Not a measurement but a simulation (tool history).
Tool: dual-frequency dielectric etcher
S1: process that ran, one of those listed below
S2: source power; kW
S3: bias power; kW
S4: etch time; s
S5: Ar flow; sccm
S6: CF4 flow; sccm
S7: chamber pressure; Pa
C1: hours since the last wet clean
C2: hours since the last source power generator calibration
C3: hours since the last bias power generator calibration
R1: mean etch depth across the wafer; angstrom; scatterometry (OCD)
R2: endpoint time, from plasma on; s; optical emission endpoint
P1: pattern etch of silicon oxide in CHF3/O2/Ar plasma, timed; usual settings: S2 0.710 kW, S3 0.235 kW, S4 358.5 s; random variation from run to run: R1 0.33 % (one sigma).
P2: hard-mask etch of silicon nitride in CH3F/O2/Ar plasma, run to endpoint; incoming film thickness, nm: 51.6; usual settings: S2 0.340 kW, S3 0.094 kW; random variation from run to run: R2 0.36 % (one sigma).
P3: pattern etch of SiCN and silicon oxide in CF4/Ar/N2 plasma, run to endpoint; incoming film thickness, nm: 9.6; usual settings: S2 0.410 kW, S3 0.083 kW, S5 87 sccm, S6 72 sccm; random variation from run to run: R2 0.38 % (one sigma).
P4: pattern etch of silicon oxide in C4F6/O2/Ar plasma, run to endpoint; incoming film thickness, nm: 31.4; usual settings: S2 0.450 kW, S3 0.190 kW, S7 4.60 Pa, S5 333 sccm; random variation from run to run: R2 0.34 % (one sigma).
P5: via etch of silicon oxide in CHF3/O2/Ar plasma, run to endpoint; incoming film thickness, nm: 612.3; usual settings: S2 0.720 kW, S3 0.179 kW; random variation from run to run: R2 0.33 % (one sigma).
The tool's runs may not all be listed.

run,hour,S1,S2,S3,S4,S5,S6,S7,C1,C2,C3,R1,R2
1,7.9,P1,0.710,0.235,358.5,,,,269.2,3172.9,879.6,8058.8,
2,15.4,P3,0.410,0.083,,87,72,,276.7,3180.4,887.1,,11.1080
3,22.9,P3,0.410,0.083,,87,72,,284.2,3187.9,894.6,,11.1030
4,29.6,P5,0.720,0.238,,,,,290.9,3194.6,901.3,,263.0400
5,37.3,P1,0.710,0.235,200.5,,,,298.6,3202.3,909.0,4485.3,
6,43.9,P1,0.710,0.235,358.5,,,,305.2,3208.9,915.6,8065.5,
7,52.4,P1,0.930,0.188,358.5,,,,313.7,3217.4,924.1,8251.5,
8,61.2,P5,0.720,0.179,,,,,322.5,3226.2,932.9,,290.0100
9,68.6,P3,0.410,0.083,,54,72,,329.9,3233.6,940.3,,10.4030
10,76.2,P2,0.340,0.094,,,,,337.5,3241.2,947.9,,71.9920
11,81.3,P1,0.470,0.305,358.5,,,,342.6,3246.3,953.0,7574.5,
12,85.7,P1,0.710,0.235,358.5,,,,347.0,3250.7,957.4,8064.2,
13,91.1,P2,0.340,0.076,,,,,352.4,3256.1,962.8,,77.7100
14,97.5,P4,0.450,0.190,,333,,4.60,358.8,3262.5,969.2,,9.3971
15,106.5,P1,0.710,0.235,358.5,,,,367.8,3271.5,978.2,8078.7,
16,113.1,P1,0.710,0.171,358.5,,,,374.4,3278.1,984.8,7238.6,
17,120.3,P1,0.710,0.235,358.5,,,,381.6,3285.3,992.0,8115.1,
18,124.9,P1,0.710,0.235,523.0,,,,386.2,3289.9,996.6,11781.0,
19,132.4,P5,0.580,0.179,,,,,393.7,3297.4,1004.1,,313.5800
20,139.6,P4,0.450,0.190,,333,,6.00,400.9,3304.6,1011.3,,9.7195
21,148.6,P2,0.340,0.094,,,,,409.9,3313.6,1020.3,,72.1380
22,156.8,P4,0.450,0.190,,421,,4.60,418.1,3321.8,1028.5,,9.6669
23,162.7,P4,0.360,0.190,,333,,4.60,424.0,3327.7,1034.4,,10.2670
24,171.7,P1,0.710,0.235,358.5,,,,433.0,3336.7,1043.4,8020.6,
25,175.9,P1,0.710,0.281,358.5,,,,437.2,3340.9,1047.6,8560.8,
26,184.0,P3,0.410,0.048,,87,72,,445.3,3349.0,1055.7,,13.1950
27,190.1,P3,0.570,0.083,,87,72,,451.4,3355.1,1061.8,,8.3194
28,195.1,P4,0.450,0.230,,333,,4.60,456.4,3360.1,1066.8,,8.9111
29,199.8,P1,1.010,0.235,358.5,,,,461.1,3364.8,1071.5,9248.6,
30,208.6,P2,0.230,0.094,,,,,469.9,3373.6,1080.3,,82.8070
31,214.6,P3,0.410,0.083,,87,47,,475.9,3379.6,1086.3,,11.7580
32,220.3,P1,0.710,0.235,358.5,,,,481.6,3385.3,1092.0,8073.2,
33,226.5,P1,0.560,0.235,358.5,,,,487.8,3391.5,1098.2,7370.6,
34,231.0,P1,0.710,0.235,358.5,,,,492.3,3396.0,1102.7,8055.0,
35,237.4,P1,0.710,0.235,358.5,,,,498.7,3402.4,1109.1,8027.5,
36,242.1,P1,0.710,0.235,358.5,,,,503.4,3407.1,1113.8,7998.9,
37,246.3,P1,0.710,0.235,358.5,,,,507.6,3411.3,1118.0,7943.3,
38,250.5,P1,0.710,0.235,358.5,,,,511.8,3415.5,1122.2,7956.7,
39,257.9,P1,0.710,0.235,358.5,,,,519.2,3422.9,1129.6,7941.1,
# hour 265.1: wet clean of the chamber
40,265.4,P1,0.710,0.235,358.5,,,,0.4,3430.4,1137.1,7954.7,
41,273.7,P1,0.710,0.235,358.5,,,,8.7,3438.7,1145.4,7923.8,
42,279.8,P1,0.710,0.235,358.5,,,,14.8,3444.8,1151.5,7948.7,
43,284.8,P1,0.710,0.235,358.5,,,,19.8,3449.8,1156.5,7909.9,
44,289.5,P1,0.710,0.235,358.5,,,,24.5,3454.5,1161.2,7893.1,
45,297.0,P1,0.710,0.235,358.5,,,,32.0,3462.0,1168.7,7898.4,

What P1 gives has crept away from where it was. These 2 causes fit the log equally well, each at the size given:
A: bias power that arrives under what is set, % = 4.57
B: source power that arrives under what is set, % = 4.22
The creep began at about hour 231.0.
Why every other cause is out:
chamber walls in a state that lowers the etch rate, %: serviced at hour 265.1, which brought nothing back

4 check runs are offered, each on 2 wafers whose results are averaged, their results left as question marks. Which one tells the causes apart?
check 1,304.5,P3,0.410,0.083,,87,72,,,,,,?
check 2,304.5,P2,0.340,0.094,,,,,,,,,?
check 3,304.5,P5,0.720,0.179,,,,,,,,,?
check 4,304.5,P4,0.450,0.190,,333,,4.60,,,,,?

What each check would give under each cause:
check,result,if A,if B
check 1,R2,11.2550,11.5070
check 2,R2,73.1600,73.0850
check 3,R2,294.9600,295.3000
check 4,R2,9.5820,9.6015
How far apart the two closest causes lie, in the result that separates them most: check 1 2.21 %; check 2 0.1 %; check 3 0.11 %; check 4 0.2 %
Check 1 tells the causes apart: in the others they would give nearly the same result.

Then check 1 was run and gave: R2 11.5200 s. Which cause is it?

It is B: source power that arrives under what is set, %.

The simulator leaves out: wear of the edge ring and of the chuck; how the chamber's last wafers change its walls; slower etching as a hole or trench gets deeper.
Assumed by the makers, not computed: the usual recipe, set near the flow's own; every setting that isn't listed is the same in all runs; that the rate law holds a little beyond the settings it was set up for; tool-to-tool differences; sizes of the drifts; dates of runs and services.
